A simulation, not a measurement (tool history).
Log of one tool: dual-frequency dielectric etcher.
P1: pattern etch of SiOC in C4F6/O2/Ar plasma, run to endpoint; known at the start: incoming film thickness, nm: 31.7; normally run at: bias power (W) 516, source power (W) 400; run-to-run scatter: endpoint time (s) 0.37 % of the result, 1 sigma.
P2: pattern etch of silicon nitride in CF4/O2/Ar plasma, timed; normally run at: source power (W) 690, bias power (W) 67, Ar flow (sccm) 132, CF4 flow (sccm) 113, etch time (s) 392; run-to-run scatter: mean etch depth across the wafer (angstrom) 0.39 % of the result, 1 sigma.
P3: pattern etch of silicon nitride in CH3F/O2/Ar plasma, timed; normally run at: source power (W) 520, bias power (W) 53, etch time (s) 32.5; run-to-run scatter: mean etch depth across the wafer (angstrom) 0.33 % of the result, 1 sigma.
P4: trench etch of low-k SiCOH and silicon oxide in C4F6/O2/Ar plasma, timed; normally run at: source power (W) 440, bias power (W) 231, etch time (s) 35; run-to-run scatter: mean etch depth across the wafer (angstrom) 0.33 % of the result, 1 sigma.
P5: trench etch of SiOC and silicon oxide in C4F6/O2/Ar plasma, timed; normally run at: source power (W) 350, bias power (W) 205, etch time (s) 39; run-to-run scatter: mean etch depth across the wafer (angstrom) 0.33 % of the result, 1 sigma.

run,hour,process that ran,bias power (W),source power (W),Ar flow (sccm),CF4 flow (sccm),etch time (s),endpoint time (s),mean etch depth across the wafer (angstrom)
1,18.8,P1,516,400,,,,10.69,
2,31.2,P1,516,400,,,,10.682,
3,43.4,P1,516,400,,,,10.745,
4,62.4,P1,364,400,,,,12.156,
5,74.7,P1,516,400,,,,10.746,
6,92.5,P2,67,690,132,113,215.5,,6019.9
7,105.3,P2,67,690,132,66,392,,10238
8,121.8,P1,516,470,,,,10.138,
9,133.7,P3,53,650,,,32.5,,256.4
10,147.5,P1,516,280,,,,12.206,
11,158.4,P1,664,400,,,,9.78,
12,169.8,P2,67,690,100,113,392,,11336
13,182.6,P1,345,520,,,,11.275,
14,197.2,P3,53,520,,,32.5,,233.74
# hour 200.4: source power generator calibrated
15,206.4,P4,231,440,,,52,,1987.6
16,215.5,P4,231,580,,,35,,1491
17,232.3,P1,516,400,,,,10.762,
18,244,P5,205,210,,,39,,622.15
19,256.6,P2,88,690,132,113,392,,12267
20,274.8,P3,53,520,,,43,,310.09
21,289.3,P1,516,400,,,,10.734,
22,306.3,P1,677,500,,,,8.8327,
23,315.2,P5,205,350,,,57.5,,1108.2
24,328.1,P5,274,350,,,39,,831.09
25,338,P2,67,690,132,113,392,,10951
26,357.1,P4,310,440,,,35,,1485.6
27,376.1,P2,67,510,132,113,392,,8538.2
28,392.1,P1,420,490,,,,10.648,
29,410.6,P5,205,350,,,39,,756
30,429.2,P3,33,520,,,32.5,,205.87
31,446.8,P4,231,440,,,35,,1342.8
32,458.8,P1,516,400,,,,10.785,
33,467.9,P1,516,400,,,,10.714,
34,483.3,P1,516,400,,,,10.805,
35,499.3,P1,516,400,,,,10.743,
# hour 517.6: wet clean of the chamber
36,518.6,P1,516,400,,,,10.884,
37,531.6,P1,516,400,,,,10.841,
38,548.8,P1,516,400,,,,10.838,
39,559.1,P1,516,400,,,,10.933,
40,578.4,P1,516,400,,,,10.939,
41,591.6,P1,516,400,,,,10.889,
42,603.6,P1,516,400,,,,10.865,
43,614.7,P1,516,400,,,,10.921,

What P1 gives has crept away from where it was. These 2 causes fit the log equally well, each at the size given:
A: source power that arrives under what is set, % = 4.87
B: bias power that arrives under what is set, % = 4.8
The creep began at about hour 458.8.
Why every other cause is out:
chamber walls in a state that lowers the etch rate, %: serviced at hour 517.6, which brought nothing back

4 check runs are offered, each on 2 wafers whose results are averaged, their results left as question marks. Which one tells the causes apart?
check 1,625.8,P5,205,210,,,54.5,,?
check 2,625.8,P2,67,690,132,70,268,,?
check 3,625.8,P4,304,440,,,52,,?
check 4,625.8,P3,46,520,,,32.5,,?

What each check would give under each cause:
check,result,if A,if B
check 1,mean etch depth across the wafer (angstrom),850.04,852.07
check 2,mean etch depth across the wafer (angstrom),6764,6915.7
check 3,mean etch depth across the wafer (angstrom),2148.1,2152.1
check 4,mean etch depth across the wafer (angstrom),219.91,221.05
How far apart the two closest causes lie, in the result that separates them most: check 1 0.24 %; check 2 2.22 %; check 3 0.19 %; check 4 0.52 %
Only check 2 tells the causes apart: in the others they would give nearly the same result.

Check 2 was then run and gave: mean etch depth across the wafer (angstrom) 6919.1. Which cause is it?

It is B: bias power that arrives under what is set, %.
